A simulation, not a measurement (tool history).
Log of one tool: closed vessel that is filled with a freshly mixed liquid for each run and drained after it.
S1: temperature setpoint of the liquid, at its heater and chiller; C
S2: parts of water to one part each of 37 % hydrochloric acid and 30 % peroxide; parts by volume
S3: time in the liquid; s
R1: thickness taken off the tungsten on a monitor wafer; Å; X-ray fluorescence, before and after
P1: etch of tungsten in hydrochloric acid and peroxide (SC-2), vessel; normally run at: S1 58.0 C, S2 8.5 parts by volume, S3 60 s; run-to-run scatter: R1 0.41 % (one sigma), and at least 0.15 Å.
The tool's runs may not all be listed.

run 1 hour=12.1 | S1=58.0 S2=8.5 S3=60 | R1=429.55
run 2 hour=27.5 | S1=58.0 S2=8.5 S3=60 | R1=428.56
run 3 hour=36.6 | S1=58.0 S2=14.0 S3=60 | R1=281.68
run 4 hour=44.1 | S1=58.0 S2=4.0 S3=60 | R1=754.49
run 5 hour=56.7 | S1=58.0 S2=8.5 S3=60 | R1=429.51
run 6 hour=70.9 | S1=46.5 S2=8.5 S3=60 | R1=203.35
run 7 hour=84.7 | S1=58.0 S2=8.5 S3=110 | R1=790.60
run 8 hour=98.9 | S1=71.0 S2=8.5 S3=60 | R1=957.15
run 9 hour=114.4 | S1=58.0 S2=8.5 S3=60 | R1=428.31
run 10 hour=125.0 | S1=46.5 S2=8.5 S3=95 | R1=319.36
run 11 hour=133.7 | S1=58.0 S2=13.5 S3=30 | R1=145.00
run 12 hour=141.4 | S1=58.0 S2=8.5 S3=60 | R1=431.89
run 13 hour=148.9 | S1=58.0 S2=8.5 S3=30 | R1=216.08
run 14 hour=157.4 | S1=58.0 S2=8.5 S3=60 | R1=428.71
run 15 hour=169.0 | S1=58.0 S2=8.5 S3=60 | R1=431.39
run 16 hour=178.0 | S1=58.0 S2=8.5 S3=60 | R1=428.54
run 17 hour=190.9 | S1=58.0 S2=8.5 S3=60 | R1=416.20

The next listed run, before its measurement:
run 18 hour=201.7 | S1=58.0 S2=8.5 S3=60 | R1=?

{"run 18": {"R1": 405.38}}
